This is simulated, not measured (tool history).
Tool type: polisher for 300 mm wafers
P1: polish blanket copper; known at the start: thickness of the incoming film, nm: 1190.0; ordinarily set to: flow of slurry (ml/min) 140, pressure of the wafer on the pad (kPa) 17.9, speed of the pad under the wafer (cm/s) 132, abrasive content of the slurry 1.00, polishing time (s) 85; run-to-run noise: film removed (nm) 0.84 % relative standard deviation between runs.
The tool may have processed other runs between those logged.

run	hour	flow of slurry (ml/min)	pressure of the wafer on the pad (kPa)	speed of the pad under the wafer (cm/s)	abrasive content of the slurry	polishing time (s)	wafers polished on this pad	hours since the slurry nozzle was cleaned	hours since the head pressure was calibrated	hours since the slurry blender was calibrated	film removed (nm)
1	5.3	140	17.9	132	1.00	85	753	155.9	521.9	240.3	358.51
2	11.1	140	17.9	204	1.00	62	808	161.7	527.7	246.1	403.12
3	14.7	140	17.9	132	1.00	85	841	165.3	531.3	249.7	354.64
4	21.5	140	17.9	204	1.00	85	905	172.1	538.1	256.5	548.73
5	26.6	140	17.9	132	1.00	123	952	177.2	543.2	261.6	512.16
6	32.8	140	17.9	132	1.00	85	1010	183.4	549.4	267.8	355.92
7	39.8	195	17.9	132	1.00	85	1076	190.4	556.4	274.8	383.46
8	47.3	140	17.9	62	1.00	85	1146	197.9	563.9	282.3	166.30
9	54.4	85	17.9	132	1.00	85	1212	205.0	571.0	289.4	321.77
# hour 60.2: head pressure recalibrated
10	61.0	140	17.9	132	1.00	85	1274	211.6	0.9	296.0	356.85
11	64.6	140	17.9	132	0.70	85	1308	215.2	4.5	299.6	327.80
12	68.6	140	9.7	132	1.00	85	1345	219.2	8.5	303.6	192.52
13	74.1	140	17.9	132	1.35	85	1397	224.7	14.0	309.1	378.62
14	78.0	140	17.9	132	1.00	54	1433	228.6	17.9	313.0	227.79
15	82.7	140	24.1	132	1.00	85	1477	233.3	22.6	317.7	478.72
16	86.6	140	17.9	132	1.00	85	1514	237.2	26.5	321.6	361.51

Run 17, settings as shown, results not yet in. Your forecast:
17	90.3	140	17.9	132	1.00	85	1548	240.9	30.2	325.3	?

{"run 17": {"film removed (nm)": 347.61}}
